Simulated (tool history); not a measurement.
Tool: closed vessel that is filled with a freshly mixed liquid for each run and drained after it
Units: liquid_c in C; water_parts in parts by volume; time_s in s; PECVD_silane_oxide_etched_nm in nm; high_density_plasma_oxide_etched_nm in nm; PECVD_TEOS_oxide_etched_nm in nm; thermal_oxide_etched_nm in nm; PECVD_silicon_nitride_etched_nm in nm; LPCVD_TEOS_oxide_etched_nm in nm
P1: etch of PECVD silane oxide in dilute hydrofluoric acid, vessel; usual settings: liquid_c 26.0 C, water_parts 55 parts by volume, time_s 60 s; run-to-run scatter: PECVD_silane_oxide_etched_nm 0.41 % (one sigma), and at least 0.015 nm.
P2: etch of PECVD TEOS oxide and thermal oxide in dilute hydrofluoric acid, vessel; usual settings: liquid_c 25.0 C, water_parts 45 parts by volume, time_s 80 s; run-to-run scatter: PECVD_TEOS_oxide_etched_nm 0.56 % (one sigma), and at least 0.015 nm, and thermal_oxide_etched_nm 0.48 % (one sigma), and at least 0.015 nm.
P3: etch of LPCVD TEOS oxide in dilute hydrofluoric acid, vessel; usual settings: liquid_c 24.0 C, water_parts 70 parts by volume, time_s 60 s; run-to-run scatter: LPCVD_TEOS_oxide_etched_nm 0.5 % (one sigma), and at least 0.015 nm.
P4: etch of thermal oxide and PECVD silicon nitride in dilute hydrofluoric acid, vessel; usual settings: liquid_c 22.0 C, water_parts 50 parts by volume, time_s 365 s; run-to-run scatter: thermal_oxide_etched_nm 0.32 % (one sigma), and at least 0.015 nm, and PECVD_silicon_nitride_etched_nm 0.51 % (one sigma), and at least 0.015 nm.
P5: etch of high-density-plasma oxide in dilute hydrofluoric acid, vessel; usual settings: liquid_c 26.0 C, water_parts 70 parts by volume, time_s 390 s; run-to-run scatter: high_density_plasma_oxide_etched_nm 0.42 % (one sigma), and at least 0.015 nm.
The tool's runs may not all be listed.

run	hour	process	liquid_c	water_parts	time_s	hours since the thermometer was replaced	hours since the hydrofluoric acid flow meter was replaced	PECVD_silane_oxide_etched_nm	high_density_plasma_oxide_etched_nm	PECVD_TEOS_oxide_etched_nm	thermal_oxide_etched_nm	PECVD_silicon_nitride_etched_nm	LPCVD_TEOS_oxide_etched_nm
1	12.2	P1	26.0	55	60	241.3	867.5	43.846					
2	26.5	P5	26.0	70	390	255.6	881.8		33.3380				
3	40.7	P2	25.0	45	30	269.8	896.0			21.092	3.4747		
4	49.4	P1	33.0	55	60	278.5	904.7	57.781					
5	60.3	P1	26.0	55	30	289.4	915.6	21.989					
6	68.7	P5	26.0	70	80	297.8	924.0		6.8944				
7	82.1	P1	26.0	55	60	311.2	937.4	43.885					
8	94.5	P2	25.0	45	80	323.6	949.8			56.836	9.2345		
9	104.4	P1	21.5	55	60	333.5	959.7	36.241					
10	111.3	P2	25.0	65	80	340.4	966.6			38.455	6.1783		
11	119.2	P5	26.0	25	390	348.3	974.5		99.4670				
12	132.0	P2	21.0	45	80	361.1	987.3			48.252	7.7872		
13	139.9	P1	26.0	55	60	369.0	995.2	44.081					
14	155.5	P4	17.0	50	365	384.6	1010.8				26.0380	11.5350	
15	167.8	P3	24.0	70	60	396.9	1023.1						39.569
16	179.3	P1	26.0	55	60	408.4	1034.6	44.048					
17	188.5	P1	26.0	25	30	417.6	1043.8	49.809					
18	202.7	P5	30.0	70	390	431.8	1058.0		39.0220				
19	217.2	P4	22.0	50	365	446.3	1072.5				32.3500	16.3620	
20	229.9	P3	29.5	70	60	459.0	1085.2						49.397
# hour 240.4: thermometer replaced
21	245.8	P1	26.0	80	60	5.4	1101.1	29.252					
22	255.3	P1	26.0	20	60	14.9	1110.6	126.820					
23	262.4	P1	26.0	55	60	22.0	1117.7	43.862					
24	276.2	P3	24.0	70	30	35.8	1131.5						19.849
25	290.5	P4	22.0	25	365	50.1	1145.8				66.0730	31.9810	
26	304.3	P3	24.0	70	60	63.9	1159.6						39.624
27	318.5	P1	26.0	55	60	78.1	1173.8	44.103					
28	332.7	P1	26.0	55	105	92.3	1188.0	76.455					
29	346.1	P4	22.0	50	55	105.7	1201.4				4.8539	2.4624	
30	361.9	P3	24.0	120	60	121.5	1217.2						21.737
31	371.1	P1	26.0	55	60	130.7	1226.4	44.019					
32	386.6	P1	26.0	55	60	146.2	1241.9	43.723					
33	401.0	P1	26.0	55	60	160.6	1256.3	41.596					
34	413.8	P1	26.0	55	60	173.4	1269.1	40.820					
35	422.4	P1	26.0	55	60	182.0	1277.7	40.962					
36	431.6	P1	26.0	55	60	191.2	1286.9	40.634					
37	445.3	P1	26.0	55	60	204.9	1300.6	40.674					
38	457.6	P1	26.0	55	60	217.2	1312.9	41.017					

What P1 gives has crept away from where it was. These 2 causes fit the log equally well, each at the size given:
A: liquid colder than its thermometer reads (K) = 1.91
B: hydrofluoric acid flow below the setpoint (%) = 6.93
The creep began at about hour 386.6.

4 check runs are offered, one wafer each, their results left as question marks. Which one tells the causes apart?
check 1	469.9	P4	22.0	50	365						?	?	
check 2	469.9	P3	24.0	70	60								?
check 3	469.9	P2	25.0	45	80					?	?		
check 4	469.9	P5	26.0	70	390				?				

What each check would give under each cause:
check	result	if A	if B
check 1	thermal_oxide_etched_nm	29.7330	29.8530
check 1	PECVD_silicon_nitride_etched_nm	14.3740	15.2880
check 2	LPCVD_TEOS_oxide_etched_nm	36.565	36.548
check 3	PECVD_TEOS_oxide_etched_nm	52.533	52.666
check 3	thermal_oxide_etched_nm	8.5005	8.5219
check 4	high_density_plasma_oxide_etched_nm	30.9160	30.8510
How far apart the two closest causes lie, in the result that separates them most: check 1 6.16 %; check 2 0.05 %; check 3 0.25 %; check 4 0.21 %
Only check 1 tells the causes apart: in the others they would give nearly the same result.

Then check 1 was run and gave: thermal_oxide_etched_nm 29.7300 nm; PECVD_silicon_nitride_etched_nm 14.3710 nm. Which cause is it?

It is A: liquid colder than its thermometer reads (K).

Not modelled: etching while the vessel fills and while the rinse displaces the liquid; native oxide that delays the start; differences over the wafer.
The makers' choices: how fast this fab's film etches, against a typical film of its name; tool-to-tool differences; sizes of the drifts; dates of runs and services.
